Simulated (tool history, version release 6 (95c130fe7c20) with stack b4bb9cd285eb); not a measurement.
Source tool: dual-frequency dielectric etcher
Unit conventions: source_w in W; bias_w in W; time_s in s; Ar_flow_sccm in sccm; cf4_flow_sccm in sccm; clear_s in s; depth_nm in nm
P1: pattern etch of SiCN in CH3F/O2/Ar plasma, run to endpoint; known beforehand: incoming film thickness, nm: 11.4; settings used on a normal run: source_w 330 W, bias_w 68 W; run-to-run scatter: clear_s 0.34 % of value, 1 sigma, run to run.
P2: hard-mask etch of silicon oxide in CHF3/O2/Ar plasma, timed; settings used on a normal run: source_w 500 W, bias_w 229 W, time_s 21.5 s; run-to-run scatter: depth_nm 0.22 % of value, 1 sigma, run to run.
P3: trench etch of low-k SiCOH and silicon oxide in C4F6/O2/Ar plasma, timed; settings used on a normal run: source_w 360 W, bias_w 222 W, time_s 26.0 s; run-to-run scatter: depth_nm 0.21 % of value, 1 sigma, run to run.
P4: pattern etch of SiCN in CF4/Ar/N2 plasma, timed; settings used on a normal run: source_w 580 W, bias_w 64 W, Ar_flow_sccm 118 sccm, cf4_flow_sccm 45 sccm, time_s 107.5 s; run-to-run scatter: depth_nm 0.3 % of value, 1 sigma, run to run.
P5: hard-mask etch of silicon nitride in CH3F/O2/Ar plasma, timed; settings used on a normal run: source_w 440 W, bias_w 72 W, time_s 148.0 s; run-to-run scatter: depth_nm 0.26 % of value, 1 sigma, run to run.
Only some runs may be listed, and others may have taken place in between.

run	hour	process	source_w	bias_w	time_s	Ar_flow_sccm	cf4_flow_sccm	hours since the last wet clean	hours since the last source power generator calibration	hours since the last bias power generator calibration	clear_s	depth_nm
1	7.1	P1	330	68				245.1	2188.1	566.6	33.598	
2	13.0	P5	440	89	148.0			251.0	2194.0	572.5		114.480
3	20.2	P1	390	87				258.2	2201.2	579.7	28.760	
4	25.2	P1	200	68				263.2	2206.2	584.7	40.311	
5	30.9	P1	430	44				268.9	2211.9	590.4	35.074	
6	40.0	P4	580	47	107.5	118	45	278.0	2221.0	599.5		89.385
7	45.7	P4	580	64	107.5	118	45	283.7	2226.7	605.2		99.981
8	54.9	P4	580	64	107.5	118	61	292.9	2235.9	614.4		105.350
9	62.9	P3	360	222	26.0			300.9	2243.9	622.4		86.939
10	70.0	P2	500	229	21.5			308.0	2251.0	629.5		44.220
11	79.4	P1	330	93				317.4	2260.4	638.9	29.684	
12	89.4	P2	500	229	21.5			327.4	2270.4	648.9		44.053
13	99.2	P4	430	64	107.5	118	45	337.2	2280.2	658.7		76.742
14	103.9	P1	330	68				341.9	2284.9	663.4	33.417	
15	108.9	P5	440	72	89.5			346.9	2289.9	668.4		64.323
16	117.2	P1	330	68				355.2	2298.2	676.7	33.393	
17	125.3	P1	460	68				363.3	2306.3	684.8	29.637	
18	133.3	P1	330	44				371.3	2314.3	692.8	38.752	
19	141.1	P1	220	56				379.1	2322.1	700.6	41.662	
20	150.8	P1	330	68				388.8	2331.8	710.3	33.639	
21	161.3	P3	360	282	26.0			399.3	2342.3	720.8		93.969
22	171.8	P5	440	72	148.0			409.8	2352.8	731.3		106.200
23	180.8	P2	700	229	21.5			418.8	2361.8	740.3		50.043
24	187.3	P5	440	72	148.0			425.3	2368.3	746.8		106.150
25	192.1	P4	580	64	107.5	168	45	430.1	2373.1	751.6		93.109
26	199.6	P4	580	64	70.0	118	45	437.6	2380.6	759.1		64.774
27	205.9	P3	260	222	26.0			443.9	2386.9	765.4		76.563
28	213.8	P5	270	72	148.0			451.8	2394.8	773.3		88.241
29	223.5	P2	500	147	21.5			461.5	2404.5	783.0		37.616
30	228.1	P2	500	229	30.0			466.1	2409.1	787.6		61.558
31	235.6	P3	360	222	19.5			473.6	2416.6	795.1		64.751
32	245.3	P1	330	68				483.3	2426.3	804.8	33.474	
33	255.5	P1	330	68				493.5	2436.5	815.0	33.214	
34	265.4	P1	330	68				503.4	2446.4	824.9	32.906	
35	270.3	P1	330	68				508.3	2451.3	829.8	33.128	
# hour 273.2: wet clean of the chamber
36	279.0	P1	330	68				5.9	2460.0	838.5	32.796	
37	286.5	P1	330	68				13.4	2467.5	846.0	32.743	
38	295.2	P1	330	68				22.1	2476.2	854.7	32.809	

P1 no longer gives what it gave before; its output has crept away from where it was. The following 2 causes, each at its listed size, fit the log equally well:
A: source power that arrives over what is set, % = 4.58
B: bias power that arrives over what is set, % = 4.84
At approximately hour 245.3, the process output began to creep.
Each remaining cause and why it is not a fit:
chamber walls in a state that raises the etch rate, %: work on it at hour 273.2, done after the drift set in, did not restore what the process gave before

Listed below are the offered check runs, one wafer per run, with question marks in place of results. For which of them would the causes give clearly different outcomes?
check 1	303.9	P5	440	72	148.0							?
check 2	303.9	P4	580	64	107.5	118	45					?
check 3	303.9	P3	360	222	26.0							?
check 4	303.9	P2	500	229	21.5							?

Predicted outcomes, by check and by cause:
check	result	if A	if B
check 1	depth_nm	108.070	107.980
check 2	depth_nm	103.660	101.460
check 3	depth_nm	87.955	87.830
check 4	depth_nm	44.739	44.741
Distance between the nearest two causes, measured in the result of the check that separates them most: check 1 0.08 %; check 2 2.15 %; check 3 0.14 %; check 4 0 %
Check 2 is the one run that separates the causes; every other check would come out nearly the same whichever cause is at work.

Check 2 was carried out, with these results: depth_nm 103.540 nm. Which of the listed causes is responsible?

It is A: source power that arrives over what is set, %.
